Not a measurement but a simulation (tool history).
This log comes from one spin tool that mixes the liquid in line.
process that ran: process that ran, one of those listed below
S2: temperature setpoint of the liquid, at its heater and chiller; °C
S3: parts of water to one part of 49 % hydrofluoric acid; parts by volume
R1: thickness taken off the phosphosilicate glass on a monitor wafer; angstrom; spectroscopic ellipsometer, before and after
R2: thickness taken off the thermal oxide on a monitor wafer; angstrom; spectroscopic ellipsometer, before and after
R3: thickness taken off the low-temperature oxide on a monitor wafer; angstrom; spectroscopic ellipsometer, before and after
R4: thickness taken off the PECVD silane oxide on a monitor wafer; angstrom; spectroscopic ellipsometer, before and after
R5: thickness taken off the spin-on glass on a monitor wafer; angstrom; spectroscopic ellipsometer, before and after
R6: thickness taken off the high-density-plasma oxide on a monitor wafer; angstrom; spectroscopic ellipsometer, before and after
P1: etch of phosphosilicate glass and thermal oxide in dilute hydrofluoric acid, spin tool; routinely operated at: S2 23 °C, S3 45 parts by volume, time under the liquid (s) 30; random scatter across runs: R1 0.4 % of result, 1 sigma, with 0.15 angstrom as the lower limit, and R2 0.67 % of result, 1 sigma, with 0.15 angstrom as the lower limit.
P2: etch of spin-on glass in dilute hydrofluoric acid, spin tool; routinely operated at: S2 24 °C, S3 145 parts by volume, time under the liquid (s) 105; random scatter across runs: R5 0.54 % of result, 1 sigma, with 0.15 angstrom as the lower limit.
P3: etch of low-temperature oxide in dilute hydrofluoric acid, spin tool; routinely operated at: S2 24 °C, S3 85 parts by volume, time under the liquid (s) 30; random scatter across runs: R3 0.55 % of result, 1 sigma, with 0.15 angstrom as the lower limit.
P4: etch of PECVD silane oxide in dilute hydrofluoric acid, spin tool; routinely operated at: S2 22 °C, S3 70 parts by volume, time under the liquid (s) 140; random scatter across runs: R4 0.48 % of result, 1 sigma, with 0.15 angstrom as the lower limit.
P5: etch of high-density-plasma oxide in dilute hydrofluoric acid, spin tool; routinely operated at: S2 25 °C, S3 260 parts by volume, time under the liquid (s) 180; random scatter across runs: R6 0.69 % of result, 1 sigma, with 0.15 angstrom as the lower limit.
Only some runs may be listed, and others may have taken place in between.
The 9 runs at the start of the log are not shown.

{"run": 10, "hour": 133.6, "process that ran": "P2", "S2": 24, "S3": 145, "time under the liquid (s)": 170, "R5": 220.29}
{"run": 11, "hour": 142.1, "process that ran": "P4", "S2": 22, "S3": 70, "time under the liquid (s)": 215, "R4": 439.44}
{"run": 12, "hour": 154.5, "process that ran": "P5", "S2": 33, "S3": 260, "time under the liquid (s)": 180, "R6": 40.085}
{"run": 13, "hour": 171.1, "process that ran": "P3", "S2": 24, "S3": 30, "time under the liquid (s)": 30, "R3": 206.96}
{"run": 14, "hour": 185.6, "process that ran": "P2", "S2": 20, "S3": 145, "time under the liquid (s)": 105, "R5": 117.13}
{"run": 15, "hour": 199.1, "process that ran": "P4", "S2": 18, "S3": 70, "time under the liquid (s)": 140, "R4": 242.45}
{"run": 16, "hour": 216.3, "process that ran": "P1", "S2": 23, "S3": 65, "time under the liquid (s)": 30, "R1": 725.47, "R2": 22.158}
{"run": 17, "hour": 233.3, "process that ran": "P1", "S2": 19, "S3": 45, "time under the liquid (s)": 15, "R1": 451.12, "R2": 14.117}
{"run": 18, "hour": 247.7, "process that ran": "P3", "S2": 24, "S3": 85, "time under the liquid (s)": 30, "R3": 67.84}
{"run": 19, "hour": 260.7, "process that ran": "P1", "S2": 23, "S3": 20, "time under the liquid (s)": 30, "R1": 2514.8, "R2": 76.269}
{"run": 20, "hour": 277.2, "process that ran": "P5", "S2": 25, "S3": 260, "time under the liquid (s)": 180, "R6": 31.18}
{"run": 21, "hour": 289.9, "process that ran": "P1", "S2": 29.5, "S3": 25, "time under the liquid (s)": 30, "R1": 2610.4, "R2": 79.816}
{"run": 22, "hour": 298.9, "process that ran": "P1", "S2": 30.5, "S3": 45, "time under the liquid (s)": 30, "R1": 1456.3, "R2": 43.81}
{"run": 23, "hour": 309.2, "process that ran": "P4", "S2": 22, "S3": 95, "time under the liquid (s)": 140, "R4": 204.37}
{"run": 24, "hour": 317.5, "process that ran": "P1", "S2": 23, "S3": 45, "time under the liquid (s)": 30, "R1": 1077.5, "R2": 32.961}
{"run": 25, "hour": 330.8, "process that ran": "P2", "S2": 24, "S3": 145, "time under the liquid (s)": 105, "R5": 135.38}
{"run": 26, "hour": 340.4, "process that ran": "P2", "S2": 24, "S3": 145, "time under the liquid (s)": 105, "R5": 136.08}
{"run": 27, "hour": 354.5, "process that ran": "P5", "S2": 25, "S3": 260, "time under the liquid (s)": 30, "R6": 4.8368}
{"run": 28, "hour": 370.2, "process that ran": "P1", "S2": 18, "S3": 45, "time under the liquid (s)": 30, "R1": 876.52, "R2": 26.489}
{"run": 29, "hour": 386.2, "process that ran": "P2", "S2": 24, "S3": 65, "time under the liquid (s)": 105, "R5": 334.69}
{"run": 30, "hour": 397.6, "process that ran": "P1", "S2": 23, "S3": 45, "time under the liquid (s)": 15, "R1": 534.44, "R2": 16.551}
{"run": 31, "hour": 409.5, "process that ran": "P5", "S2": 25, "S3": 260, "time under the liquid (s)": 180, "R6": 30.234}
{"run": 32, "hour": 422.5, "process that ran": "P5", "S2": 25, "S3": 475, "time under the liquid (s)": 180, "R6": 13.649}

Expected results for the next run?
{"run": 33, "hour": 432.1, "process that ran": "P1", "S2": 23, "S3": 45, "time under the liquid (s)": 30, "R1": "?", "R2": "?"}

{"run 33": {"R1": 1076.4, "R2": 32.862}}
